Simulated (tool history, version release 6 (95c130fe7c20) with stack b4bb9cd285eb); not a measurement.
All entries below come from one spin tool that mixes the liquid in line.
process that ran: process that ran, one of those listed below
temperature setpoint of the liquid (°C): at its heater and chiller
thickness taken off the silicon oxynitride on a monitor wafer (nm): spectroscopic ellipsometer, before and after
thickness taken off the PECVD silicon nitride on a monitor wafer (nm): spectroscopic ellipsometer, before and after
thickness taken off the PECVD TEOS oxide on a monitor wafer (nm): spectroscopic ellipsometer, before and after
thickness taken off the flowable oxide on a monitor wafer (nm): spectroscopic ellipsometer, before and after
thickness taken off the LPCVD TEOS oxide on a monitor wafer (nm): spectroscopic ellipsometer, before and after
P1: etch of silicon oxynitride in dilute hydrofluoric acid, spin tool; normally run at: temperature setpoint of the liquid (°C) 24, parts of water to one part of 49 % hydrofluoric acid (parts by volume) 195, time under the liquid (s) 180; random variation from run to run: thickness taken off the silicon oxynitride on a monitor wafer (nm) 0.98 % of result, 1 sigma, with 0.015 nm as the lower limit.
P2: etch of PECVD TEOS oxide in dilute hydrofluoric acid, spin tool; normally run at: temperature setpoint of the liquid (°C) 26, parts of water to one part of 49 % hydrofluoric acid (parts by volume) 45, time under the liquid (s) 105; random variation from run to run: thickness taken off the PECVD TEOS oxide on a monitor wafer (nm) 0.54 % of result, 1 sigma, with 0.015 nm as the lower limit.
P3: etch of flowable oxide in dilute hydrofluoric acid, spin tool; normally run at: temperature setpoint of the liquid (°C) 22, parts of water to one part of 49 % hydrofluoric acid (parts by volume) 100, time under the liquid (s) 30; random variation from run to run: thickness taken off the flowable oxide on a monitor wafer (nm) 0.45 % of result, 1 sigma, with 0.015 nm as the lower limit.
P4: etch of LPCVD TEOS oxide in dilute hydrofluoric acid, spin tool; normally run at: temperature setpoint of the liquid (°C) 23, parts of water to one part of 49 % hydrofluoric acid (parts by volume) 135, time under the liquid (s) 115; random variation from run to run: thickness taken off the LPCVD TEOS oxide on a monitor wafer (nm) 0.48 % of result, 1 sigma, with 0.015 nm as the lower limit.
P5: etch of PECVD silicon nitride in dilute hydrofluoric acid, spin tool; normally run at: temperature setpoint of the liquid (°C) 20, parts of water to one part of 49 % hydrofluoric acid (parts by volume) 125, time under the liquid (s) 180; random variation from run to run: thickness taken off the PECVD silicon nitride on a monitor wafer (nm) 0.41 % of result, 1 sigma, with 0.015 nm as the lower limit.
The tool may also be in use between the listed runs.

run	day	process that ran	temperature setpoint of the liquid (°C)	parts of water to one part of 49 % hydrofluoric acid (parts by volume)	time under the liquid (s)	hours since the thermometer was replaced	hours since the hydrofluoric acid flow meter was replaced	thickness taken off the silicon oxynitride on a monitor wafer (nm)	thickness taken off the PECVD silicon nitride on a monitor wafer (nm)	thickness taken off the PECVD TEOS oxide on a monitor wafer (nm)	thickness taken off the flowable oxide on a monitor wafer (nm)	thickness taken off the LPCVD TEOS oxide on a monitor wafer (nm)
1	0.392	P1	24	195	180	1303.4	375.9	2.446				
2	0.908	P5	20	125	295	1315.8	388.3		8.1607			
3	1.354	P1	24	195	360	1326.5	399	4.8397				
4	1.838	P2	26	45	105	1338.1	410.6			23.835		
5	2.275	P1	32	195	180	1348.6	421.1	3.3927				
6	2.533	P2	31.5	45	105	1354.8	427.3			29.987		
7	2.862	P2	26	45	105	1362.7	435.2			23.751		
8	3.225	P3	22	100	15	1371.4	443.9				5.8575	
9	3.562	P2	26	45	175	1379.5	452			39.897		
10	3.967	P1	24	195	180	1389.2	461.7	2.4302				
11	4.367	P1	24	195	180	1398.8	471.3	2.4557				
12	4.7	P4	23	135	175	1406.8	479.3					46.478
13	4.958	P5	20	40	180	1413	485.5		15.223			
# day 4.979: hydrofluoric acid flow meter replaced
14	5.404	P1	24	195	180	1423.7	10.3	2.4342				
15	5.767	P2	26	20	105	1432.4	19			55.608		
16	6.112	P1	24	350	180	1440.7	27.3	1.1886				
17	6.483	P4	23	75	115	1449.6	36.2					59.199
18	6.904	P4	17	135	115	1459.7	46.3					24.281
19	7.346	P4	23	135	115	1470.3	56.9					30.647
20	7.712	P3	22	100	30	1479.1	65.7				11.771	
21	8.1	P5	20	125	180	1488.4	75		4.9904			
22	8.525	P1	24	195	180	1498.6	85.2	2.4771				
23	8.892	P3	22	100	30	1507.4	94				11.645	
24	9.25	P1	17	195	180	1516	102.6	1.7544				
25	9.762	P5	17	125	180	1528.3	114.9		4.0274			
26	10.288	P1	24	195	180	1540.9	127.5	2.436				
27	10.775	P1	24	195	55	1552.6	139.2	0.74807				
28	11.271	P3	29.5	100	30	1564.5	151.1				15.873	
29	11.712	P1	24	195	180	1575.1	161.7	2.4168				
30	12.188	P3	22	60	30	1586.5	173.1				20.548	

Estimate the outcome of run 31 from the log above:
31	12.612	P1	24	310	265	1596.7	183.3	?				

thickness taken off the silicon oxynitride on a monitor wafer (nm): 2.0828
